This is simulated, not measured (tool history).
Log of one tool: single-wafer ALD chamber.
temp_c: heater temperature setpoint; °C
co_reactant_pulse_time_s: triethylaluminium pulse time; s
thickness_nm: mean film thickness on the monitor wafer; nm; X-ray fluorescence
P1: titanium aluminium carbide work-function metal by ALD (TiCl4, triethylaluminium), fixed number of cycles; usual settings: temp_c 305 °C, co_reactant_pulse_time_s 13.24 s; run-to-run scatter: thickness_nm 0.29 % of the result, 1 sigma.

| run | day | temp_c | co_reactant_pulse_time_s | hours since the last thermocouple change | hours since the last triethylaluminium bottle change | thickness_nm |
|---|---|---|---|---|---|---|
| 1 | 0.279 | 305 | 13.24 | 261.5 | 1050.1 | 2.0501 |
| 2 | 0.562 | 290 | 18.29 | 268.3 | 1056.9 | 1.9357 |
| 3 | 1.067 | 282 | 13.24 | 280.4 | 1069.0 | 1.8589 |
| 4 | 1.662 | 305 | 6.43 | 294.7 | 1083.3 | 1.8313 |
| 5 | 2.283 | 317 | 5.51 | 309.6 | 1098.2 | 1.8442 |
| 6 | 2.642 | 305 | 13.24 | 318.2 | 1106.8 | 2.0423 |
| 7 | 3.117 | 305 | 13.24 | 329.6 | 1118.2 | 2.0454 |
| 8 | 3.483 | 305 | 18.31 | 338.4 | 1127.0 | 2.0706 |
| 9 | 3.904 | 305 | 13.24 | 348.5 | 1137.1 | 2.0595 |
| 10 | 4.362 | 305 | 13.24 | 359.5 | 1148.1 | 2.0549 |
| 11 | 4.717 | 305 | 13.24 | 368.0 | 1156.6 | 2.0501 |
|  | 4.767 | thermocouple changed; heater temperature recalibrated |
| 12 | 5.267 | 317 | 13.24 | 12.1 | 1169.8 | 2.1531 |
| 13 | 5.696 | 305 | 13.24 | 22.4 | 1180.1 | 2.0399 |
| 14 | 6.192 | 305 | 13.24 | 34.3 | 1192.0 | 2.0367 |
| 15 | 6.538 | 305 | 13.24 | 42.6 | 1200.3 | 2.0196 |
| 16 | 7.150 | 305 | 13.24 | 57.3 | 1215.0 | 2.0119 |
| 17 | 7.500 | 305 | 13.24 | 65.7 | 1223.4 | 2.0092 |
| 18 | 8.058 | 305 | 13.24 | 79.1 | 1236.8 | 2.0046 |
| 19 | 8.354 | 305 | 13.24 | 86.2 | 1243.9 | 2.0117 |
| 20 | 8.888 | 305 | 13.24 | 99.0 | 1256.7 | 1.9990 |

What P1 gives has crept away from where it was. These 2 causes fit the log equally well, each at the size given:
A: wafer temperature below the value expected at the setpoint (K) = 5.01
B: triethylaluminium dose below that of a fresh bottle (%) = 24.3
The creep began at about day 5.696.

4 check runs are offered, one wafer each, their results left as question marks. Which one tells the causes apart?
| check 1 | 9.421 | 292 | 9.20 |  |  | ? |
| check 2 | 9.421 | 293 | 13.24 |  |  | ? |
| check 3 | 9.421 | 283 | 13.24 |  |  | ? |
| check 4 | 9.421 | 296 | 13.24 |  |  | ? |

What each check would give under each cause:
| check | result | if A | if B |
|---|---|---|---|
| check 1 | thickness_nm | 1.8314 | 1.7781 |
| check 2 | thickness_nm | 1.9002 | 1.9019 |
| check 3 | thickness_nm | 1.8145 | 1.8176 |
| check 4 | thickness_nm | 1.9261 | 1.9274 |
How far apart the two closest causes lie, in the result that separates them most: check 1 2.96 %; check 2 0.09 %; check 3 0.17 %; check 4 0.07 %
Only check 1 tells the causes apart: in the others they would give nearly the same result.

Then check 1 was run and gave: thickness_nm 1.7823 nm. Which cause is it?

It is B: triethylaluminium dose below that of a fresh bottle (%).

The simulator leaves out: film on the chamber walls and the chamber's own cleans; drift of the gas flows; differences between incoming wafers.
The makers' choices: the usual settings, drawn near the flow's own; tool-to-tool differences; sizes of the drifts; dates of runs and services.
